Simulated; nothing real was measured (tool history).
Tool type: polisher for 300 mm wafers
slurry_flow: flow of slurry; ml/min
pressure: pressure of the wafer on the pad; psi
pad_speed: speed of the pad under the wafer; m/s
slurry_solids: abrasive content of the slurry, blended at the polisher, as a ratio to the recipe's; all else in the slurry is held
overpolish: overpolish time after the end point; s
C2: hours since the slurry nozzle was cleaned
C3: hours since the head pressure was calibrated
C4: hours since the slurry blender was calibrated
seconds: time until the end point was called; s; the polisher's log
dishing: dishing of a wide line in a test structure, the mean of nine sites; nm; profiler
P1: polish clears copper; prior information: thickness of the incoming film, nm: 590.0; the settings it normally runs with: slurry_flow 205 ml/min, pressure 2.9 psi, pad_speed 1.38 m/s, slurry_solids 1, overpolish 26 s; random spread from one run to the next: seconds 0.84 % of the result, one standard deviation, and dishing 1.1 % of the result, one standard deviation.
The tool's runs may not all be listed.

Run 1, hour 12.3: slurry_flow 205 ml/min, pressure 2.9 psi, pad_speed 1.38 m/s, slurry_solids 1, overpolish 26 s; wafers polished on this pad 404; C2 112.2; C3 394.7; C4 87.9. Result: seconds 153.16 s, dishing 54.654 nm.
Run 2, hour 25.4: slurry_flow 205 ml/min, pressure 2.9 psi, pad_speed 1.86 m/s, slurry_solids 1, overpolish 8 s; wafers polished on this pad 482; C2 125.3; C3 407.8; C4 101. Result: seconds 114.23 s, dishing 28.239 nm.
Run 3, hour 36.5: slurry_flow 205 ml/min, pressure 2.9 psi, pad_speed 1.38 m/s, slurry_solids 1, overpolish 26 s; wafers polished on this pad 548; C2 136.4; C3 418.9; C4 112.1. Result: seconds 152.7 s, dishing 55.282 nm.
Run 4, hour 45.8: slurry_flow 205 ml/min, pressure 2.9 psi, pad_speed 1.38 m/s, slurry_solids 1.35, overpolish 26 s; wafers polished on this pad 604; C2 145.7; C3 428.2; C4 121.4. Result: seconds 141.2 s, dishing 59.407 nm.
Run 5, hour 61.9: slurry_flow 205 ml/min, pressure 4.5 psi, pad_speed 1.38 m/s, slurry_solids 1, overpolish 26 s; wafers polished on this pad 700; C2 161.8; C3 444.3; C4 137.5. Result: seconds 98.599 s, dishing 76.071 nm.
Run 6, hour 70.7: slurry_flow 205 ml/min, pressure 3.6 psi, pad_speed 1.38 m/s, slurry_solids 1, overpolish 41 s; wafers polished on this pad 752; C2 170.6; C3 453.1; C4 146.3. Result: seconds 120.7 s, dishing 83.745 nm.
Run 7, hour 86.1: slurry_flow 205 ml/min, pressure 2.9 psi, pad_speed 1.38 m/s, slurry_solids 1, overpolish 8 s; wafers polished on this pad 844; C2 186; C3 468.5; C4 161.7. Result: seconds 153.18 s, dishing 21.736 nm.
At hour 89.7: slurry blender recalibrated.
Run 8, hour 99: slurry_flow 205 ml/min, pressure 2.9 psi, pad_speed 0.76 m/s, slurry_solids 1, overpolish 26 s; wafers polished on this pad 921; C2 198.9; C3 481.4; C4 9.4. Result: seconds 282.28 s, dishing 36.386 nm.
Run 9, hour 107: slurry_flow 205 ml/min, pressure 2.9 psi, pad_speed 1.38 m/s, slurry_solids 1, overpolish 26 s; wafers polished on this pad 969; C2 206.9; C3 489.4; C4 17.4. Result: seconds 151.39 s, dishing 55.681 nm.
Run 10, hour 117.7: slurry_flow 205 ml/min, pressure 2.9 psi, pad_speed 1.38 m/s, slurry_solids 1, overpolish 50 s; wafers polished on this pad 1033; C2 217.6; C3 500.1; C4 28.1. Result: seconds 153.17 s, dishing 80.539 nm.
Run 11, hour 128.5: slurry_flow 205 ml/min, pressure 2.9 psi, pad_speed 0.66 m/s, slurry_solids 1, overpolish 45 s; wafers polished on this pad 1097; C2 228.4; C3 510.9; C4 38.9. Result: seconds 313.66 s, dishing 49.387 nm.
Run 12, hour 138.4: slurry_flow 205 ml/min, pressure 1.4 psi, pad_speed 1.38 m/s, slurry_solids 1, overpolish 26 s; wafers polished on this pad 1156; C2 238.3; C3 520.8; C4 48.8. Result: seconds 309.58 s, dishing 30.832 nm.
Run 13, hour 153.9: slurry_flow 125 ml/min, pressure 2.9 psi, pad_speed 1.38 m/s, slurry_solids 1, overpolish 26 s; wafers polished on this pad 1248; C2 253.8; C3 536.3; C4 64.3. Result: seconds 163.33 s, dishing 53.084 nm.
Run 14, hour 166.2: slurry_flow 295 ml/min, pressure 2.9 psi, pad_speed 1.38 m/s, slurry_solids 1, overpolish 26 s; wafers polished on this pad 1322; C2 266.1; C3 548.6; C4 76.6. Result: seconds 145.9 s, dishing 57.458 nm.
Run 15, hour 181.7: slurry_flow 205 ml/min, pressure 2.9 psi, pad_speed 1.38 m/s, slurry_solids 0.7, overpolish 26 s; wafers polished on this pad 1414; C2 281.6; C3 564.1; C4 92.1. Result: seconds 163.66 s, dishing 52.23 nm.
Run 16, hour 196.6: slurry_flow 205 ml/min, pressure 2.9 psi, pad_speed 1.38 m/s, slurry_solids 1, overpolish 26 s; wafers polished on this pad 1503; C2 296.5; C3 579; C4 107. Result: seconds 152.45 s, dishing 55.826 nm.
Run 17, hour 212.8: slurry_flow 205 ml/min, pressure 2.9 psi, pad_speed 1.88 m/s, slurry_solids 1, overpolish 26 s; wafers polished on this pad 1600; C2 312.7; C3 595.2; C4 123.2. Result: seconds 109.87 s, dishing 67.909 nm.
Run 18, hour 220.7: slurry_flow 205 ml/min, pressure 2.9 psi, pad_speed 1.38 m/s, slurry_solids 1, overpolish 26 s; wafers polished on this pad 1647; C2 320.6; C3 603.1; C4 131.1. Result: seconds 151.36 s, dishing 56.18 nm.
Run 19, hour 235.2: slurry_flow 205 ml/min, pressure 2.9 psi, pad_speed 1.38 m/s, slurry_solids 1, overpolish 26 s; wafers polished on this pad 1733; C2 335.1; C3 617.6; C4 145.6. Result: seconds 153.64 s, dishing 54.25 nm.
Run 20, hour 242.6: slurry_flow 205 ml/min, pressure 2.9 psi, pad_speed 1.38 m/s, slurry_solids 1, overpolish 26 s; wafers polished on this pad 1777; C2 342.5; C3 625; C4 153. Result: seconds 158.06 s, dishing 53.737 nm.
Run 21, hour 256.7: slurry_flow 205 ml/min, pressure 2.9 psi, pad_speed 1.38 m/s, slurry_solids 1, overpolish 26 s; wafers polished on this pad 1862; C2 356.6; C3 639.1; C4 167.1. Result: seconds 160.8 s, dishing 54.148 nm.
At hour 266.7: head pressure recalibrated.
Run 22, hour 271.2: slurry_flow 205 ml/min, pressure 2.9 psi, pad_speed 1.38 m/s, slurry_solids 1, overpolish 26 s; wafers polished on this pad 1948; C2 371.1; C3 4.5; C4 181.6. Result: seconds 161.53 s, dishing 53.075 nm.
At hour 273.8: worn pad replaced by a new one.
Run 23, hour 284.4: slurry_flow 205 ml/min, pressure 2.9 psi, pad_speed 1.38 m/s, slurry_solids 1, overpolish 26 s; wafers polished on this pad 63; C2 384.3; C3 17.7; C4 194.8. Result: seconds 163.74 s, dishing 53.543 nm.
Run 24, hour 295.3: slurry_flow 205 ml/min, pressure 2.9 psi, pad_speed 1.38 m/s, slurry_solids 1, overpolish 26 s; wafers polished on this pad 128; C2 395.2; C3 28.6; C4 205.7. Result: seconds 163.44 s, dishing 52.746 nm.
Run 25, hour 310.5: slurry_flow 205 ml/min, pressure 2.9 psi, pad_speed 1.38 m/s, slurry_solids 1, overpolish 26 s; wafers polished on this pad 219; C2 410.4; C3 43.8; C4 220.9. Result: seconds 162.47 s, dishing 52.741 nm.
Run 26, hour 325.5: slurry_flow 205 ml/min, pressure 2.9 psi, pad_speed 1.38 m/s, slurry_solids 1, overpolish 26 s; wafers polished on this pad 308; C2 425.4; C3 58.8; C4 235.9. Result: seconds 163.89 s, dishing 51.792 nm.
Run 27, hour 340.3: slurry_flow 205 ml/min, pressure 2.9 psi, pad_speed 1.38 m/s, slurry_solids 1, overpolish 26 s; wafers polished on this pad 396; C2 440.2; C3 73.6; C4 250.7. Result: seconds 165.46 s, dishing 52.831 nm.

Something has made what P1 gives creep away from where it was; the 2 causes below, each at its own stated size, fit the log equally well:
A: abrasive missing from the slurry, % = 31.1
B: slurry flow missing at the pad, % = 38
The onset of the drift is placed at about hour 220.7.
Excluded causes, each with its reason:
removal rate lost through wear of the pad, %: work on it at hour 273.8, done after the drift set in, did not restore what the process gave before
head's pressure below its setpoint, %: work on it at hour 266.7, done after the drift set in, did not restore what the process gave before

Consider the 4 check runs below, whose results appear as question marks and each of which averages 2 wafers. Which one distinguishes the causes, in that each cause would give it a clearly different result?
Run check 1, hour 355.1: slurry_flow 125 ml/min, pressure 2.9 psi, pad_speed 1.38 m/s, slurry_solids 1, overpolish 26 s. Result: seconds ?, dishing ?.
Run check 2, hour 355.1: slurry_flow 205 ml/min, pressure 2 psi, pad_speed 1.38 m/s, slurry_solids 1, overpolish 26 s. Result: seconds ?, dishing ?.
Run check 3, hour 355.1: slurry_flow 205 ml/min, pressure 2.3 psi, pad_speed 1.38 m/s, slurry_solids 0.75, overpolish 26 s. Result: seconds ?, dishing ?.
Run check 4, hour 355.1: slurry_flow 205 ml/min, pressure 4.1 psi, pad_speed 1.38 m/s, slurry_solids 1, overpolish 45 s. Result: seconds ?, dishing ?.

What every check run would give for each of its results, assuming each possible cause in turn:
  check   result    if A    if B
check 1  seconds   177.9  185.85
check 1  dishing  49.943  48.412
check 2  seconds  237.82  237.78
check 2  dishing   39.33  39.334
check 3  seconds   219.1  219.68
check 3  dishing  42.241  42.158
check 4  seconds  116.01  115.99
check 4  dishing  89.473  89.479
How far apart the two closest causes lie, in the result that separates them most: check 1 4.38 %; check 2 0.01 %; check 3 0.27 %; check 4 0.01 %
Check 1 distinguishes between the causes, while the remaining checks would return nearly the same result for all of them.

After running check 1, the following was obtained: seconds 186.23 s; dishing 48.424 nm. Which cause does this point to?

Of the candidate causes, it is B: slurry flow missing at the pad, %.

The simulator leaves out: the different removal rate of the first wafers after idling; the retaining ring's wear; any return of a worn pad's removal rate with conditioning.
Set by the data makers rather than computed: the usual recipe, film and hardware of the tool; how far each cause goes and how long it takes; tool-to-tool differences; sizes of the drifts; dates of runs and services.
